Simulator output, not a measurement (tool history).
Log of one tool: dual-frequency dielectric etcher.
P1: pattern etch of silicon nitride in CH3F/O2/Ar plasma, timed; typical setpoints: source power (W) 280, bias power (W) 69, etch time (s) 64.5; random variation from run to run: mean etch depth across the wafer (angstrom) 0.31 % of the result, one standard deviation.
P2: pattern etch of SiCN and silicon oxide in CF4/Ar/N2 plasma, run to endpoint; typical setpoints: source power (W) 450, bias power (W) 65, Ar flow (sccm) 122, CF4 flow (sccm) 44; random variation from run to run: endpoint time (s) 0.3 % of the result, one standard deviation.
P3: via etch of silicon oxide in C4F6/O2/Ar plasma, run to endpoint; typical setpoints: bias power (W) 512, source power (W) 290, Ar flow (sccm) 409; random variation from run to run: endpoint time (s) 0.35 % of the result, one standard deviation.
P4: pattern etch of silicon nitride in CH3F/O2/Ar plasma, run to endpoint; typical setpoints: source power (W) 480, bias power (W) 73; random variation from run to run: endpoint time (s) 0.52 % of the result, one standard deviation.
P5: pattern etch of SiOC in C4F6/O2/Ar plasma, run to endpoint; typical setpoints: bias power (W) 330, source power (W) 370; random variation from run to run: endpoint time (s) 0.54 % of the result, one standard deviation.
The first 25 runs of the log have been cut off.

| run | hour | process that ran | source power (W) | bias power (W) | etch time (s) | Ar flow (sccm) | CF4 flow (sccm) | hours since the last wet clean | hours since the last source power generator calibration | hours since the last bias power generator calibration | mean etch depth across the wafer (angstrom) | endpoint time (s) |
|---|---|---|---|---|---|---|---|---|---|---|---|---|
| 26 | 182.6 | P5 | 370 | 330 |  |  |  | 271.8 | 57 | 1560.9 |  | 16.651 |
| 27 | 188.8 | P3 | 290 | 512 |  | 272 |  | 278 | 63.2 | 1567.1 |  | 47.267 |
| 28 | 194.8 | P1 | 280 | 53 | 64.5 |  |  | 284 | 69.2 | 1573.1 | 366.75 |  |
| 29 | 200.4 | P1 | 280 | 43 | 88.5 |  |  | 289.6 | 74.8 | 1578.7 | 467.46 |  |
| 30 | 206.5 | P2 | 450 | 39 |  | 122 | 44 | 295.7 | 80.9 | 1584.8 |  | 25.336 |
| 31 | 213.4 | P1 | 280 | 69 | 91 |  |  | 302.6 | 87.8 | 1591.7 | 562.77 |  |
| 32 | 221.1 | P1 | 280 | 69 | 64.5 |  |  | 310.3 | 95.5 | 1599.4 | 399.88 |  |
| 33 | 226.7 | P1 | 280 | 69 | 64.5 |  |  | 315.9 | 101.1 | 1605 | 401.3 |  |

Run 34 is up next; what results do you expect?
| 34 | 233.6 | P1 | 280 | 69 | 64.5 |  |  | 322.8 | 108 | 1611.9 | ? |  |

{"run 34": {"mean etch depth across the wafer (angstrom)": 403.9}}
